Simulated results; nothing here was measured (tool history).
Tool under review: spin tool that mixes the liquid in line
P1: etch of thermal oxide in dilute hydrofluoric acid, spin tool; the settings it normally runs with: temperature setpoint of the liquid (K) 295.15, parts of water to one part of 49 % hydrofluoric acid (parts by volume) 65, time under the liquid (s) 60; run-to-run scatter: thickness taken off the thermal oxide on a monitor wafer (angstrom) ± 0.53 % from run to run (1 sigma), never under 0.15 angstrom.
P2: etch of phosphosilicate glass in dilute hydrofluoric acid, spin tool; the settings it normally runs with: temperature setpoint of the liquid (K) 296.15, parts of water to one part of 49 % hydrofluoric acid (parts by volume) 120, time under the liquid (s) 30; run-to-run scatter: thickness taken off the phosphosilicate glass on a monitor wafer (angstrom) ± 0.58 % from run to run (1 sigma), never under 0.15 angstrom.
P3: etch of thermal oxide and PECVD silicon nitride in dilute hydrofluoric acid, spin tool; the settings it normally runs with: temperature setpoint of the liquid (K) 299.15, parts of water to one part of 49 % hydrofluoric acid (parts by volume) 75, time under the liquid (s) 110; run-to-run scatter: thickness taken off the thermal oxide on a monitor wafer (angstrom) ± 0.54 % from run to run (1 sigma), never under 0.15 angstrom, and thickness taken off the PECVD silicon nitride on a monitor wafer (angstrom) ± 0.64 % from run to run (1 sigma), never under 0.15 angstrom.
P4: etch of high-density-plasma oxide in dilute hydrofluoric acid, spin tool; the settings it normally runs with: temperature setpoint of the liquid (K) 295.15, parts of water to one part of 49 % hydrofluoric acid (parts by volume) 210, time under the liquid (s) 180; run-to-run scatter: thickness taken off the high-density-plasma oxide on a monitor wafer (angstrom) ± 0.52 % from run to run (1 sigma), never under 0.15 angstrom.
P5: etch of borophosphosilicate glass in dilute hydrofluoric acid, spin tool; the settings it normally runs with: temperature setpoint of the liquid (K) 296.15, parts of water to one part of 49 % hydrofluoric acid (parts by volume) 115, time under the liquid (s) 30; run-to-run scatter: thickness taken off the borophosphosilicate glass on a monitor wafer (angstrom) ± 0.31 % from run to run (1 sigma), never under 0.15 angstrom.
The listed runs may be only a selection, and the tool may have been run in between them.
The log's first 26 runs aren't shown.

run,day,process that ran,temperature setpoint of the liquid (K),parts of water to one part of 49 % hydrofluoric acid (parts by volume),time under the liquid (s),hours since the thermometer was replaced,hours since the hydrofluoric acid flow meter was replaced,thickness taken off the thermal oxide on a monitor wafer (angstrom),thickness taken off the PECVD silicon nitride on a monitor wafer (angstrom),thickness taken off the phosphosilicate glass on a monitor wafer (angstrom),thickness taken off the high-density-plasma oxide on a monitor wafer (angstrom),thickness taken off the borophosphosilicate glass on a monitor wafer (angstrom)
27,7.538,P1,295.15,40,60,20.2,284.4,74.537,,,,
28,7.875,P3,299.15,75,15,28.3,292.5,10.996,6.2615,,,
29,8.246,P1,295.15,65,105,37.2,301.4,76.884,,,,
30,8.617,P1,295.15,45,15,46.1,310.3,16.134,,,,
31,8.971,P1,295.15,65,25,54.6,318.8,18.468,,,,
32,9.192,P5,301.65,115,30,59.9,324.1,,,,,95.886
33,9.367,P5,296.15,115,45,64.1,328.3,,,,,115.460
34,9.692,P1,295.15,65,60,71.9,336.1,44.191,,,,
35,9.938,P1,295.15,65,60,77.8,342.0,44.413,,,,
36,10.225,P1,295.15,65,60,84.7,348.9,42.687,,,,
37,10.446,P1,295.15,65,60,90.0,354.2,41.920,,,,
38,10.717,P1,295.15,65,60,96.5,360.7,41.134,,,,
39,10.883,P1,295.15,65,60,100.5,364.7,40.667,,,,
40,11.108,P1,295.15,65,60,105.9,370.1,40.651,,,,

What does the tool deliver on the next run?
41,11.392,P1,295.15,65,60,112.7,376.9,?,,,,

Run 41 produced thickness taken off the thermal oxide on a monitor wafer (angstrom) 40.061.
